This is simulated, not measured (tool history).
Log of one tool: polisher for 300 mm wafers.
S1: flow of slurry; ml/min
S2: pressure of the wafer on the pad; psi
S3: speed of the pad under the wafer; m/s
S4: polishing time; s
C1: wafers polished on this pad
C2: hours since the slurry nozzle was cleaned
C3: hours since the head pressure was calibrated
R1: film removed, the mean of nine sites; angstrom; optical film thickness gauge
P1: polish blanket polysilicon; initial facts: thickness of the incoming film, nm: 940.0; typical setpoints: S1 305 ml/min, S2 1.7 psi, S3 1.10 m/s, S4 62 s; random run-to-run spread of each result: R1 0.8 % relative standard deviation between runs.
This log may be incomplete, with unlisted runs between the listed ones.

| run | hour | S1 | S2 | S3 | S4 | C1 | C2 | C3 | R1 |
|---|---|---|---|---|---|---|---|---|---|
| 1 | 6.3 | 305 | 1.7 | 1.10 | 62 | 157 | 211.2 | 1091.6 | 2878.3 |
| 2 | 14.2 | 305 | 1.7 | 1.10 | 91 | 210 | 219.1 | 1099.5 | 4204.6 |
| 3 | 20.6 | 305 | 2.6 | 1.10 | 62 | 253 | 225.5 | 1105.9 | 4482.0 |
| 4 | 27.5 | 305 | 1.7 | 1.42 | 62 | 299 | 232.4 | 1112.8 | 3754.6 |
| 5 | 37.1 | 305 | 0.8 | 1.10 | 62 | 364 | 242.0 | 1122.4 | 1384.1 |
| 6 | 45.1 | 305 | 1.7 | 1.10 | 44 | 418 | 250.0 | 1130.4 | 2089.3 |
| 7 | 54.4 | 305 | 1.7 | 1.10 | 62 | 480 | 259.3 | 1139.7 | 2894.0 |
| 8 | 61.5 | 305 | 1.0 | 1.50 | 62 | 528 | 266.4 | 1146.8 | 2334.3 |
| 9 | 71.6 | 415 | 1.7 | 1.10 | 62 | 596 | 276.5 | 1156.9 | 2965.0 |
|  | 75.0 | head pressure recalibrated |
| 10 | 81.4 | 305 | 1.7 | 1.10 | 62 | 662 | 286.3 | 6.5 | 2868.1 |
| 11 | 89.3 | 305 | 1.7 | 1.10 | 62 | 715 | 294.2 | 14.4 | 2892.3 |
| 12 | 98.2 | 305 | 1.7 | 0.66 | 62 | 775 | 303.1 | 23.3 | 1752.9 |
| 13 | 108.4 | 185 | 1.7 | 1.10 | 62 | 844 | 313.3 | 33.5 | 2747.1 |
| 14 | 117.1 | 305 | 1.7 | 1.10 | 62 | 902 | 322.0 | 42.2 | 2846.9 |
| 15 | 127.7 | 305 | 1.7 | 1.10 | 62 | 974 | 332.6 | 52.8 | 2882.4 |
| 16 | 134.1 | 305 | 1.7 | 1.10 | 62 | 1017 | 339.0 | 59.2 | 2848.4 |
| 17 | 142.0 | 305 | 1.7 | 1.10 | 62 | 1070 | 346.9 | 67.1 | 2857.3 |
| 18 | 149.1 | 305 | 1.7 | 1.10 | 62 | 1118 | 354.0 | 74.2 | 2813.1 |
| 19 | 155.0 | 305 | 1.7 | 1.10 | 62 | 1157 | 359.9 | 80.1 | 2795.9 |
| 20 | 161.7 | 305 | 1.7 | 1.10 | 62 | 1202 | 366.6 | 86.8 | 2736.0 |
|  | 166.7 | head pressure recalibrated |
| 21 | 168.0 | 305 | 1.7 | 1.10 | 62 | 1245 | 372.9 | 1.4 | 2796.0 |
| 22 | 174.8 | 305 | 1.7 | 1.10 | 62 | 1290 | 379.7 | 8.2 | 2791.3 |
| 23 | 181.8 | 305 | 1.7 | 1.10 | 62 | 1338 | 386.7 | 15.2 | 2763.2 |
| 24 | 190.3 | 305 | 1.7 | 1.10 | 62 | 1395 | 395.2 | 23.7 | 2790.9 |

P1 no longer gives what it gave before; its output has crept away from where it was. The following 2 causes, each at its listed size, fit the log equally well:
A: slurry flow missing at the pad, % = 34.3
B: removal rate lost through wear of the pad, % = 4.45
The gradual shift began around hour 117.1.
What rules out each remaining cause:
head's pressure below its setpoint, %: serviced at hour 166.7, which brought nothing back

The list below offers 4 check runs, each averaging the results of 5 wafers, and shows each result as a question mark. For which of them would the listed causes give clearly different results?
| check 1 | 198.8 | 305 | 2.6 | 1.10 | 62 |  |  |  | ? |
| check 2 | 198.8 | 305 | 1.7 | 0.74 | 62 |  |  |  | ? |
| check 3 | 198.8 | 305 | 2.4 | 1.10 | 77 |  |  |  | ? |
| check 4 | 198.8 | 185 | 1.3 | 1.10 | 62 |  |  |  | ? |

Predicted outcomes, by check and by cause:
| check | result | if A | if B |
|---|---|---|---|
| check 1 | R1 | 4244.4 | 4244.3 |
| check 2 | R1 | 1866.9 | 1866.9 |
| check 3 | R1 | 4865.7 | 4865.7 |
| check 4 | R1 | 1952.0 | 2005.8 |
How far apart the two closest causes lie, in the result that separates them most: check 1 0 %; check 2 0 %; check 3 0 %; check 4 2.72 %
Only check 4 tells the causes apart: in the others they would give nearly the same result.

Check 4 was then run and gave: R1 1956.1 angstrom. Which cause is it?

The cause is A: slurry flow missing at the pad, %.
